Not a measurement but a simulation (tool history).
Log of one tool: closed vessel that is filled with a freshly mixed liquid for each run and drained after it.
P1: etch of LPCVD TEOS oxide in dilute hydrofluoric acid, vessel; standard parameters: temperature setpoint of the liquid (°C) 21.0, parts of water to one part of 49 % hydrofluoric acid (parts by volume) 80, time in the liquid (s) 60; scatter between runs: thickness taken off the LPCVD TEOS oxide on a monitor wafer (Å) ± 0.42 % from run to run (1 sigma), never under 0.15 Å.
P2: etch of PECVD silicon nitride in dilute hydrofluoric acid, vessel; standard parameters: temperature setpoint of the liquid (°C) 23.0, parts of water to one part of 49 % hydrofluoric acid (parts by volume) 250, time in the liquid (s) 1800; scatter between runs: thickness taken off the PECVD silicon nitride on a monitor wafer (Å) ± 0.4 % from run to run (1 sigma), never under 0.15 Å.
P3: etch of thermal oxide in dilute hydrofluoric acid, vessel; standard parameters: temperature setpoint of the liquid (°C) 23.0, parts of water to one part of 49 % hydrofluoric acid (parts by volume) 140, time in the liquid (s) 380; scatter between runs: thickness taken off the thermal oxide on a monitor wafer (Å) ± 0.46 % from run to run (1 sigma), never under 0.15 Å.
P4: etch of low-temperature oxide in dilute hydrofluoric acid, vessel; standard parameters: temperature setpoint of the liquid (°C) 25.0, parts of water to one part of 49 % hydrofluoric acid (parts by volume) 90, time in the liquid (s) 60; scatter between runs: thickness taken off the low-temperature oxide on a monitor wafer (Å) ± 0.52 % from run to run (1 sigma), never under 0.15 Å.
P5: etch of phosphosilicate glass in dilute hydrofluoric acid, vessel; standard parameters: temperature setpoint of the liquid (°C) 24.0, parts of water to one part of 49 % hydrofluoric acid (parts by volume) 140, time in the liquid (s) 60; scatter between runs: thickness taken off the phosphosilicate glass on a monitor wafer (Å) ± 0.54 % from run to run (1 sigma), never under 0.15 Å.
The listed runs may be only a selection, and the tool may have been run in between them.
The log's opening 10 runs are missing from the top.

run	hour	process that ran	temperature setpoint of the liquid (°C)	parts of water to one part of 49 % hydrofluoric acid (parts by volume)	time in the liquid (s)	hours since the thermometer was replaced	hours since the hydrofluoric acid flow meter was replaced	thickness taken off the LPCVD TEOS oxide on a monitor wafer (Å)	thickness taken off the low-temperature oxide on a monitor wafer (Å)	thickness taken off the PECVD silicon nitride on a monitor wafer (Å)	thickness taken off the phosphosilicate glass on a monitor wafer (Å)	thickness taken off the thermal oxide on a monitor wafer (Å)
11	169.6	P5	24.0	140	110	414.3	114.0				1096.80	
12	177.7	P1	25.5	130	60	422.4	122.1	155.73				
13	190.9	P1	21.0	80	60	435.6	135.3	223.15				
14	200.8	P4	25.0	35	60	445.5	145.2		258.230			
15	212.4	P1	21.0	80	60	457.1	156.8	227.21				
# hour 215.1: thermometer replaced
16	229.8	P1	21.0	80	60	14.7	174.2	226.30				
17	241.1	P1	21.0	45	60	26.0	185.5	418.07				
18	251.8	P4	25.0	90	110	36.7	196.2		173.700			
19	262.1	P1	21.0	80	115	47.0	206.5	432.11				
20	275.5	P5	24.0	45	60	60.4	219.9				2083.60	
21	292.1	P1	21.0	80	60	77.0	236.5	225.53				
22	303.0	P1	21.0	80	30	87.9	247.4	112.71				

Predict the results of run 23:
23	311.9	P2	23.0	250	3335	96.8	256.3			?		

thickness taken off the PECVD silicon nitride on a monitor wafer (Å): 215.720
